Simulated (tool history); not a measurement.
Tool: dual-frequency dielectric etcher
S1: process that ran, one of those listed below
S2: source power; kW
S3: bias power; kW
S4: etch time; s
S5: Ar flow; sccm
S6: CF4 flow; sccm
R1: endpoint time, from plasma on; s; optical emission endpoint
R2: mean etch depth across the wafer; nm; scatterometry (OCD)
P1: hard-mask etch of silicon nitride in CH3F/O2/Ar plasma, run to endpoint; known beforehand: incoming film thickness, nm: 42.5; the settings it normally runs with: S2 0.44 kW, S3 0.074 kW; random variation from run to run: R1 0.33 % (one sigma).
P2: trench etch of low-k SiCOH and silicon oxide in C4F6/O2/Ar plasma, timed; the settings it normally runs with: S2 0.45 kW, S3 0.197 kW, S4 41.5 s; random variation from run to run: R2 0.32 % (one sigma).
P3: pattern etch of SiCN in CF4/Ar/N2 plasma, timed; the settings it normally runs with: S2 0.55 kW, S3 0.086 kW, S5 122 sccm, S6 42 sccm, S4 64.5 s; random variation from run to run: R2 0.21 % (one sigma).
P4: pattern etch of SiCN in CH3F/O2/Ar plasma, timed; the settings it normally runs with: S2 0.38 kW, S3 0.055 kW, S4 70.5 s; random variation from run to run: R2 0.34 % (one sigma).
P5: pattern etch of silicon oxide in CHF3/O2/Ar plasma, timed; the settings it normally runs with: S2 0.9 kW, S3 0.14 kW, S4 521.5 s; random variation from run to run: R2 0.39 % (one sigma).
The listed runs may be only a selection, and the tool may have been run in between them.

run	hour	S1	S2	S3	S4	S5	S6	R1	R2
1	11.2	P1	0.44	0.074				56.668	
2	24	P1	0.44	0.074				56.95	
3	32.1	P5	0.9	0.14	521.5				1128.5
4	46.6	P1	0.44	0.074				56.904	
5	61.8	P1	0.62	0.074				49.493	
6	73.1	P1	0.44	0.1				50.847	
7	89.8	P5	0.9	0.14	397				859.45
8	100.6	P4	0.38	0.055	70.5				24.057
9	113.4	P1	0.55	0.093				48.321	
10	129.8	P3	0.55	0.086	64.5	122	33		60.548
11	143.7	P1	0.44	0.06				60.905	
12	154.3	P2	0.45	0.16	41.5				129.28
13	171.1	P5	0.9	0.14	521.5				1126.1
# hour 175.3: source power generator calibrated
14	183.1	P4	0.28	0.055	70.5				21.368
15	193.5	P5	0.9	0.083	521.5				970.99
16	210.6	P3	0.55	0.086	64.5	122	42		62.866
17	218.2	P3	0.55	0.086	49	122	42		47.682
18	226.1	P3	0.41	0.086	64.5	122	42		48.902
19	242.2	P3	0.55	0.059	64.5	122	42		54.513
20	259.2	P1	0.44	0.074				56.897	
21	275.9	P1	0.44	0.074				56.742	
22	288.7	P1	0.32	0.074				63.842	
23	305.1	P1	0.44	0.074				56.684	
24	316.4	P4	0.38	0.055	45.5				15.545
25	328.8	P3	0.55	0.086	64.5	84	42		66.685
26	338.9	P1	0.27	0.048				78.78	
27	347.4	P4	0.38	0.055	70.5				24.061
28	356.2	P2	0.45	0.197	41.5				138.62

What will run 29 give?
29	372	P2	0.3	0.197	41.5				?

{"run 29": {"R2": 118.39}}
